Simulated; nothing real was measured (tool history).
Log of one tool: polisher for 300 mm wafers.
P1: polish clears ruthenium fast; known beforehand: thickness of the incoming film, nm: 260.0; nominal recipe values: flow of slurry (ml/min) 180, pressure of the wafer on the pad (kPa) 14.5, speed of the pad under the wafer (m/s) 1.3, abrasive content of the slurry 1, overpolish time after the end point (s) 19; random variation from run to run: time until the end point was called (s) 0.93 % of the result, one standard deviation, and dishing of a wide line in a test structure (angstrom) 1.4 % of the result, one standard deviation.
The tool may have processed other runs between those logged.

run,hour,flow of slurry (ml/min),pressure of the wafer on the pad (kPa),speed of the pad under the wafer (m/s),abrasive content of the slurry,overpolish time after the end point (s),wafers polished on this pad,hours since the slurry nozzle was cleaned,hours since the head pressure was calibrated,hours since the slurry blender was calibrated,time until the end point was called (s),dishing of a wide line in a test structure (angstrom)
1,9,180,14.5,1.3,1,19,178,108.3,1047.6,117.4,75.093,477.36
2,23.4,180,14.5,1.3,1,19,293,122.7,1062,131.8,75.603,481.59
3,37.2,260,14.5,1.3,1,19,402,136.5,1075.8,145.6,71.776,495.18
4,49,180,14.5,1.3,1,7,496,148.3,1087.6,157.4,75.493,198.38
5,63.3,180,14.5,1.3,1,19,610,162.6,1101.9,171.7,76.217,487.17
6,75.4,180,14.5,1.3,1,19,706,174.7,1114,183.8,74.773,485.93
7,85.4,180,14.5,1.3,1,19,786,184.7,1124,193.8,75.954,484.57
8,100.7,110,14.5,1.3,1,19,907,200,1139.3,209.1,83.362,441.95
9,109.9,180,14.5,1.3,0.7,19,981,209.2,1148.5,218.3,90.979,417.84
10,122.5,180,14.5,1.3,1,19,1081,221.8,1161.1,230.9,75.97,480.5
# hour 126.5: head pressure recalibrated
11,134.1,180,14.5,1.3,0.8,10,1173,233.4,7.6,242.5,84.816,248.89
12,142.3,180,14.5,1.3,1,19,1238,241.6,15.8,250.7,74.906,485.47
13,157.9,180,14.5,1.3,1.25,30,1362,257.2,31.4,266.3,68.603,736.14
14,170.1,180,21.4,1.3,1,19,1459,269.4,43.6,278.5,51.739,658
15,185.9,180,14.5,1.84,1,19,1585,285.2,59.4,294.3,53.47,636
16,195.1,180,14.5,1.3,1,33,1658,294.4,68.6,303.5,75.385,730.53
17,209.1,180,14.5,1.3,1.5,19,1769,308.4,82.6,317.5,63.815,552.95
18,222.6,180,14.5,0.58,1,19,1877,321.9,96.1,331,166.09,238.43
19,236.8,180,9.7,1.3,1,19,1990,336.1,110.3,345.2,113.95,344.36
20,249.7,180,14.5,1.3,1,19,2092,349,123.2,358.1,75.086,482.39
21,259.3,180,14.5,1.3,1,19,2169,358.6,132.8,367.7,77.418,485.98
22,267.2,180,14.5,1.3,1,19,2231,366.5,140.7,375.6,78.162,469.75
23,280,180,14.5,1.3,1,19,2333,379.3,153.5,388.4,79.875,465.54

Run 24 has not been measured yet. What should we expect?
# hour 295.1: head pressure recalibrated
24,295.2,180,14.5,1.3,1,19,2454,394.5,0.1,403.6,?,?

{"run 24": {"time until the end point was called (s)": 81.294, "dishing of a wide line in a test structure (angstrom)": 453.62}}
